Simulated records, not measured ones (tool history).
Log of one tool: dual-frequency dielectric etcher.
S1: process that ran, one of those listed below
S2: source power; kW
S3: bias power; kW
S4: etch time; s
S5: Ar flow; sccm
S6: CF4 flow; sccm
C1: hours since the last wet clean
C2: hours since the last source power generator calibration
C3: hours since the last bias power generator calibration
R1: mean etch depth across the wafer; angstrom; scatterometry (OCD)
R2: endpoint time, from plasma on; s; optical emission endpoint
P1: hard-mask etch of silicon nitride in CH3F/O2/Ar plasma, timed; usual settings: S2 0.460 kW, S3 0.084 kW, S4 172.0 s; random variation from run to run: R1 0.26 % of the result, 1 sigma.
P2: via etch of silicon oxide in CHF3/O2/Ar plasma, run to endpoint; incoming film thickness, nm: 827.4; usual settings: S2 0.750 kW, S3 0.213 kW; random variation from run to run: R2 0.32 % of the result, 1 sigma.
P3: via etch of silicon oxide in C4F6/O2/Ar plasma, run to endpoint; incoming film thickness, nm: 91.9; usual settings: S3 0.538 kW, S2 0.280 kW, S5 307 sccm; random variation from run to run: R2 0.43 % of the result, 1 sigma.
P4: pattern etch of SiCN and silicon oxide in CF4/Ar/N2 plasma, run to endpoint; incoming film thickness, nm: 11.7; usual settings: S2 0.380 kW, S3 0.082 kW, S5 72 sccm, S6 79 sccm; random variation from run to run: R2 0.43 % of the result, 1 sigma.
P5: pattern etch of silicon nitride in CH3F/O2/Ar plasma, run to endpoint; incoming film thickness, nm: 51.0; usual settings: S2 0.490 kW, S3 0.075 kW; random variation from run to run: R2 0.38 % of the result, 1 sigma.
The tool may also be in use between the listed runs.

| run | hour | S1 | S2 | S3 | S4 | S5 | S6 | C1 | C2 | C3 | R1 | R2 |
|---|---|---|---|---|---|---|---|---|---|---|---|---|
| 1 | 5.7 | P1 | 0.460 | 0.084 | 172.0 |  |  | 140.2 | 1042.8 | 1564.0 | 1325.80 |  |
| 2 | 16.1 | P5 | 0.660 | 0.075 |  |  |  | 150.6 | 1053.2 | 1574.4 |  | 61.223 |
| 3 | 26.8 | P1 | 0.460 | 0.084 | 213.0 |  |  | 161.3 | 1063.9 | 1585.1 | 1642.50 |  |
| 4 | 37.6 | P1 | 0.460 | 0.084 | 94.5 |  |  | 172.1 | 1074.7 | 1595.9 | 727.67 |  |
| 5 | 45.1 | P3 | 0.280 | 0.538 |  | 405 |  | 179.6 | 1082.2 | 1603.4 |  | 23.014 |
| 6 | 55.4 | P1 | 0.460 | 0.110 | 172.0 |  |  | 189.9 | 1092.5 | 1613.7 | 1460.90 |  |
| 7 | 61.9 | P4 | 0.380 | 0.114 |  | 72 | 79 | 196.4 | 1099.0 | 1620.2 |  | 12.653 |
| 8 | 66.7 | P4 | 0.380 | 0.082 |  | 72 | 61 | 201.2 | 1103.8 | 1625.0 |  | 14.646 |
| 9 | 77.4 | P1 | 0.460 | 0.084 | 172.0 |  |  | 211.9 | 1114.5 | 1635.7 | 1324.80 |  |
| 10 | 84.2 | P3 | 0.350 | 0.538 |  | 307 |  | 218.7 | 1121.3 | 1642.5 |  | 20.340 |
| 11 | 89.3 | P5 | 0.490 | 0.091 |  |  |  | 223.8 | 1126.4 | 1647.6 |  | 64.204 |
| 12 | 100.1 | P3 | 0.280 | 0.379 |  | 307 |  | 234.6 | 1137.2 | 1658.4 |  | 25.272 |
| 13 | 107.1 | P4 | 0.380 | 0.082 |  | 49 | 79 | 241.6 | 1144.2 | 1665.4 |  | 13.588 |
| 14 | 115.1 | P3 | 0.280 | 0.538 |  | 307 |  | 249.6 | 1152.2 | 1673.4 |  | 22.260 |
| 15 | 120.1 | P1 | 0.270 | 0.084 | 172.0 |  |  | 254.6 | 1157.2 | 1678.4 | 1090.70 |  |
| 16 | 129.2 | P1 | 0.580 | 0.084 | 172.0 |  |  | 263.7 | 1166.3 | 1687.5 | 1446.70 |  |
| 17 | 139.8 | P1 | 0.460 | 0.068 | 114.0 |  |  | 274.3 | 1176.9 | 1698.1 | 816.66 |  |
| 18 | 149.6 | P2 | 0.750 | 0.213 |  |  |  | 284.1 | 1186.7 | 1707.9 |  | 362.000 |
| 19 | 156.7 | P2 | 0.990 | 0.213 |  |  |  | 291.2 | 1193.8 | 1715.0 |  | 326.340 |
| 20 | 163.6 | P5 | 0.490 | 0.075 |  |  |  | 298.1 | 1200.7 | 1721.9 |  | 68.757 |
| 21 | 168.9 | P3 | 0.280 | 0.538 |  | 307 |  | 303.4 | 1206.0 | 1727.2 |  | 22.152 |
| 22 | 174.9 | P1 | 0.460 | 0.084 | 172.0 |  |  | 309.4 | 1212.0 | 1733.2 | 1331.10 |  |
| 23 | 183.0 | P1 | 0.460 | 0.051 | 172.0 |  |  | 317.5 | 1220.1 | 1741.3 | 1116.90 |  |
| 24 | 191.0 | P4 | 0.380 | 0.082 |  | 72 | 79 | 325.5 | 1228.1 | 1749.3 |  | 14.094 |
| 25 | 198.0 | P1 | 0.560 | 0.084 | 229.5 |  |  | 332.5 | 1235.1 | 1756.3 | 1908.00 |  |
| 26 | 208.3 | P2 | 0.750 | 0.138 |  |  |  | 342.8 | 1245.4 | 1766.6 |  | 416.510 |
| 27 | 218.7 | P1 | 0.460 | 0.084 | 172.0 |  |  | 353.2 | 1255.8 | 1777.0 | 1328.70 |  |
| 28 | 227.4 | P5 | 0.490 | 0.075 |  |  |  | 361.9 | 1264.5 | 1785.7 |  | 69.246 |
| 29 | 235.1 | P4 | 0.450 | 0.082 |  | 72 | 79 | 369.6 | 1272.2 | 1793.4 |  | 12.209 |
| 30 | 245.0 | P1 | 0.460 | 0.084 | 172.0 |  |  | 379.5 | 1282.1 | 1803.3 | 1328.10 |  |
| 31 | 253.1 | P1 | 0.460 | 0.084 | 172.0 |  |  | 387.6 | 1290.2 | 1811.4 | 1329.20 |  |
| 32 | 260.2 | P1 | 0.460 | 0.084 | 172.0 |  |  | 394.7 | 1297.3 | 1818.5 | 1328.10 |  |
| 33 | 265.3 | P1 | 0.460 | 0.084 | 172.0 |  |  | 399.8 | 1302.4 | 1823.6 | 1319.70 |  |
| 34 | 272.9 | P1 | 0.460 | 0.084 | 172.0 |  |  | 407.4 | 1310.0 | 1831.2 | 1313.80 |  |
| 35 | 278.0 | P1 | 0.460 | 0.084 | 172.0 |  |  | 412.5 | 1315.1 | 1836.3 | 1317.70 |  |
| 36 | 287.4 | P1 | 0.460 | 0.084 | 172.0 |  |  | 421.9 | 1324.5 | 1845.7 | 1309.80 |  |
| 37 | 292.1 | P1 | 0.460 | 0.084 | 172.0 |  |  | 426.6 | 1329.2 | 1850.4 | 1306.10 |  |

The next listed run, before its measurement:
| 38 | 297.6 | P1 | 0.460 | 0.084 | 172.0 |  |  | 432.1 | 1334.7 | 1855.9 | ? |  |

Run 38 gave R1 1310.50 angstrom.
